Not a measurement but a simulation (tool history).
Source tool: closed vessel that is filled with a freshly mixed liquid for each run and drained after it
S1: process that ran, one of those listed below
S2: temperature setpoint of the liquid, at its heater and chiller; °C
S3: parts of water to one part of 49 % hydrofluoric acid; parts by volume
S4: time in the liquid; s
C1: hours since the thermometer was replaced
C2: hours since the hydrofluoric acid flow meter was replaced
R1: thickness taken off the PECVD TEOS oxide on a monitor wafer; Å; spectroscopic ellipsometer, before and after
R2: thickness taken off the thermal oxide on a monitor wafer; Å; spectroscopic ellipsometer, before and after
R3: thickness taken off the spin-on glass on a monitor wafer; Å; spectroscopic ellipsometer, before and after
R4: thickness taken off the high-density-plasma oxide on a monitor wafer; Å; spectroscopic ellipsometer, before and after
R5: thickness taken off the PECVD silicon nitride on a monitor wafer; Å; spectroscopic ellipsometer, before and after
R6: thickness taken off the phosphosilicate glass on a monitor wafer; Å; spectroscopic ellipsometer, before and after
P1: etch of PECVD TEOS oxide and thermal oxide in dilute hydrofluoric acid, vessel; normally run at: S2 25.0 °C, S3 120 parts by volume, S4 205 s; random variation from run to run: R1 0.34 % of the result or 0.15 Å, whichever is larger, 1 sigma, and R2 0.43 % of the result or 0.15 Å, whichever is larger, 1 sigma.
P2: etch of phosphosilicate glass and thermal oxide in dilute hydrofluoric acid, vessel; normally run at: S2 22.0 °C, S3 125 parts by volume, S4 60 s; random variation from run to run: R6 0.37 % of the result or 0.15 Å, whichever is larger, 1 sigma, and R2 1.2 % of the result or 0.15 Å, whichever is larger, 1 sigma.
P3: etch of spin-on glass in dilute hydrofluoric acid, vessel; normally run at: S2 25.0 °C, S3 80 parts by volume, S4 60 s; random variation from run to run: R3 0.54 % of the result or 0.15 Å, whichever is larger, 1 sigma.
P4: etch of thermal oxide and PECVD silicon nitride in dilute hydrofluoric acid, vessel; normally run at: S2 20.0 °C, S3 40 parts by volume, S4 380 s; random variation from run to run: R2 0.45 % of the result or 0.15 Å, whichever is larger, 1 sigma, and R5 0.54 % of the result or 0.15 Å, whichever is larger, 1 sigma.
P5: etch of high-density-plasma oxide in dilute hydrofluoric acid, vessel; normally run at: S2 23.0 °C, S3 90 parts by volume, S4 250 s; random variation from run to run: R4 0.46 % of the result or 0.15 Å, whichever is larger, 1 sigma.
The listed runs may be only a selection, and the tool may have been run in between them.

run    day  S1    S2   S3   S4     C1     C2       R1        R2      R3      R4      R5      R6
  1  0.146  P1  25.0  120  205  476.8  243.0  172.900   80.0990
  2  0.362  P3  25.0  135   60  482.0  248.2                     239.73
  3  0.500  P5  18.5   90  250  485.3  251.5                             150.06
  4  0.621  P1  25.0  120  205  488.2  254.4  173.130   80.0400
  5  0.804  P1  25.0  120  205  492.6  258.8  172.330   80.2990
  6  1.000  P4  20.0   40  645  497.3  263.5           706.6800                  291.64
  7  1.125  P1  25.0   25  205  500.3  266.5  938.840  435.8200
  8  1.308  P4  20.0   40  380  504.7  270.9           417.8500                  172.66
  9  1.412  P2  28.5  125   60  507.2  273.4            25.5530                          342.96
 10  1.517  P4  17.0   40  380  509.7  275.9           368.5400                  139.15
 11  1.712  P3  25.0   80   60  514.4  280.6                     430.93
 12  1.862  P2  22.0   50   60  518.0  284.2            54.3800                          735.66
 13  1.979  P1  25.0  195  205  520.8  287.0   97.412   44.8010
 14  2.104  P4  20.0   40  380  523.8  290.0           416.7500                  172.40
 15  2.304  P3  25.0   80   30  528.6  294.8                     215.90
 16  2.504  P1  25.0  120   30  533.4  299.6   25.549   11.9250
 17  2.679  P5  23.0   90  250  537.6  303.8                             179.64
 18  2.842  P1  17.0   35  205  541.5  307.7  468.310  218.8700
 19  2.958  P1  25.0  120  205  544.3  310.5  173.450   79.6130
 20  3.150  P1  30.0  120  205  548.9  315.1  209.080   97.1280
 21  3.267  P5  23.0   90  480  551.7  317.9                             346.13
 22  3.421  P1  25.0  120  205  555.4  321.6  172.170   79.6140
 23  3.533  P2  22.0  125   60  558.1  324.3            20.2360                          266.04
 24  3.708  P5  23.0   90  250  562.3  328.5                             180.30
 25  3.862  P1  25.0  120  310  566.0  332.2  260.600  121.2400
 26  4.012  P4  20.0   20  380  569.6  335.8           861.0700                  336.46
 27  4.154  P1  31.5  120  385  573.0  339.2  416.070  189.5000
 28  4.346  P5  23.0   25  250  577.6  343.8                             705.65
 29  4.550  P3  18.5   80   60  582.5  348.7                     332.12
 30  4.675  P2  22.0  125   60  585.5  351.7            20.1440                          266.97
 31  4.838  P1  17.0  120  205  589.4  355.6  124.830   58.1590
 32  4.933  P2  22.0  125   30  591.7  357.9             9.9229                          132.67
 33  5.083  P1  25.0  120  205  595.3  361.5  172.630   80.2080
 34  5.258  P1  25.0  120  205  599.5  365.7  180.300   83.2490
 35  5.354  P1  25.0  120  205  601.8  368.0  181.890   83.9410
 36  5.488  P1  25.0  120  205  605.0  371.2  183.750   84.7330
 37  5.612  P1  25.0  120  205  608.0  374.2  184.440   85.1790
 38  5.792  P1  25.0  120  205  612.3  378.5  185.910   85.5380
 39  5.933  P1  25.0  120  205  615.7  381.9  184.550   85.2620

P1 no longer gives what it gave before; its output has crept away from where it was. The following 2 causes, each at its listed size, fit the log equally well:
A: liquid hotter than its thermometer reads (K) = 1.76
B: hydrofluoric acid flow above the setpoint (%) = 6.09
The creep began at about day 5.083.

Listed below are the offered check runs, one wafer per run, with question marks in place of results. For which of them would the causes give clearly different outcomes?
check 1  6.075  P4  20.0   40  380               ?           ?
check 2  6.075  P3  25.0   80   60                   ?
check 3  6.075  P5  23.0   90  250                       ?
check 4  6.075  P2  22.0  125   60               ?               ?

What every check run would give for each of its results, assuming each possible cause in turn:
  check  result      if A      if B
check 1      R2  450.1500  444.4400
check 1      R5    195.07    182.85
check 2      R3    465.01    462.89
check 3      R4    193.16    192.23
check 4      R2   21.3960   21.3550
check 4      R6    286.80    286.25
Per check, the gap between the least separated pair of causes, taken in the result that splits them most: check 1 6.47 %; check 2 0.46 %; check 3 0.48 %; check 4 0.19 %
Check 1 tells the causes apart: in the others they would give nearly the same result.

Check 1 has now been run. It gave: R2 451.9100 Å; R5 195.01 Å. Which of the candidate causes is it?

A is the cause: liquid hotter than its thermometer reads (K).

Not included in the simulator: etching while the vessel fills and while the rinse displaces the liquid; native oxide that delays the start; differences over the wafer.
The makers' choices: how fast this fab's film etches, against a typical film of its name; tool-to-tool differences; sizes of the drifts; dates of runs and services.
